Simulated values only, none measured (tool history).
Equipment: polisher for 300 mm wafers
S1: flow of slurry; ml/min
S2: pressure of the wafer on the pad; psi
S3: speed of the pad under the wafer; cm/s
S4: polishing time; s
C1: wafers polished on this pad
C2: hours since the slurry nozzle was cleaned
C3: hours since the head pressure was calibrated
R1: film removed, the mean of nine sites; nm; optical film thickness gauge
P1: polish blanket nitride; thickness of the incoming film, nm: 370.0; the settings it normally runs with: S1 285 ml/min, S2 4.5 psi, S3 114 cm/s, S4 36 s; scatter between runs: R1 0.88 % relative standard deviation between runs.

| run | hour | S1 | S2 | S3 | S4 | C1 | C2 | C3 | R1 |
|---|---|---|---|---|---|---|---|---|---|
| 1 | 8.0 | 285 | 4.5 | 114 | 36 | 936 | 80.9 | 462.3 | 92.250 |
| 2 | 19.2 | 285 | 4.5 | 114 | 36 | 1142 | 92.1 | 473.5 | 91.379 |
| 3 | 26.1 | 285 | 4.5 | 114 | 36 | 1269 | 99.0 | 480.4 | 91.933 |
| 4 | 32.0 | 285 | 7.0 | 114 | 36 | 1377 | 104.9 | 486.3 | 140.280 |
| 5 | 40.2 | 285 | 4.5 | 114 | 17 | 1528 | 113.1 | 494.5 | 43.783 |
| 6 | 48.5 | 285 | 4.5 | 58 | 36 | 1680 | 121.4 | 502.8 | 53.130 |
| 7 | 53.7 | 170 | 4.5 | 176 | 36 | 1776 | 126.6 | 508.0 | 122.840 |
| 8 | 59.3 | 285 | 2.0 | 114 | 36 | 1879 | 132.2 | 513.6 | 40.436 |
| 9 | 64.7 | 285 | 4.5 | 152 | 36 | 1978 | 137.6 | 519.0 | 114.340 |
| 10 | 71.9 | 285 | 6.4 | 114 | 48 | 2110 | 144.8 | 526.2 | 173.910 |
| 11 | 81.0 | 285 | 4.5 | 114 | 36 | 2277 | 153.9 | 535.3 | 91.629 |
| 12 | 86.1 | 375 | 4.5 | 114 | 36 | 2371 | 159.0 | 540.4 | 93.569 |
| 13 | 97.3 | 285 | 4.5 | 114 | 36 | 2577 | 170.2 | 551.6 | 92.899 |
|  | 99.5 | slurry nozzle cleaned |
| 14 | 104.7 | 170 | 4.5 | 114 | 36 | 2713 | 5.3 | 559.0 | 85.841 |
| 15 | 111.9 | 285 | 4.5 | 114 | 52 | 2845 | 12.5 | 566.2 | 131.050 |
| 16 | 121.5 | 285 | 4.5 | 114 | 36 | 3021 | 22.1 | 575.8 | 92.598 |
| 17 | 129.3 | 285 | 4.5 | 114 | 36 | 3164 | 29.9 | 583.6 | 91.217 |
| 18 | 136.5 | 285 | 4.5 | 114 | 36 | 3297 | 37.1 | 590.8 | 89.381 |
| 19 | 145.7 | 285 | 4.5 | 114 | 36 | 3466 | 46.3 | 600.0 | 88.061 |
| 20 | 155.9 | 285 | 4.5 | 114 | 36 | 3653 | 56.5 | 610.2 | 87.469 |
|  | 162.8 | head pressure recalibrated |
| 21 | 164.0 | 285 | 4.5 | 114 | 36 | 3802 | 64.6 | 1.3 | 88.195 |
| 22 | 171.9 | 285 | 4.5 | 114 | 36 | 3947 | 72.5 | 9.2 | 86.213 |
| 23 | 177.2 | 285 | 4.5 | 114 | 36 | 4044 | 77.8 | 14.5 | 86.662 |

Something has made what P1 gives creep away from where it was; the 2 causes below, each at its own stated size, fit the log equally well:
A: slurry flow missing at the pad, % = 34.1
B: removal rate lost through wear of the pad, % = 4.7
The drift started at roughly hour 121.5.
Excluded causes, each with its reason:
head's pressure below its setpoint, %: serviced after onset, at hour 162.8, with no recovery of the prior output

The list below offers 4 check runs, each averaging the results of 5 wafers, and shows each result as a question mark. For which of them would the listed causes give clearly different results?
| check 1 | 182.5 | 175 | 4.5 | 152 | 36 |  |  |  | ? |
| check 2 | 182.5 | 285 | 4.5 | 144 | 36 |  |  |  | ? |
| check 3 | 182.5 | 285 | 2.0 | 114 | 51 |  |  |  | ? |
| check 4 | 182.5 | 285 | 2.7 | 114 | 47 |  |  |  | ? |

How each check would come out, cause by cause:
| check | result | if A | if B |
|---|---|---|---|
| check 1 | R1 | 101.100 | 103.960 |
| check 2 | R1 | 105.550 | 105.560 |
| check 3 | R1 | 55.128 | 55.135 |
| check 4 | R1 | 68.586 | 68.595 |
Minimum pairwise separation of causes per check, each pair taken at its best-separating result: check 1 2.8 %; check 2 0.01 %; check 3 0.01 %; check 4 0.01 %
Only in check 1 would the causes give clearly different results; in the remaining checks their results would be nearly the same.

With check 1 done, the readings were: R1 101.260 nm. Identify which of the listed causes applies.

The correct cause is A, namely: slurry flow missing at the pad, %.

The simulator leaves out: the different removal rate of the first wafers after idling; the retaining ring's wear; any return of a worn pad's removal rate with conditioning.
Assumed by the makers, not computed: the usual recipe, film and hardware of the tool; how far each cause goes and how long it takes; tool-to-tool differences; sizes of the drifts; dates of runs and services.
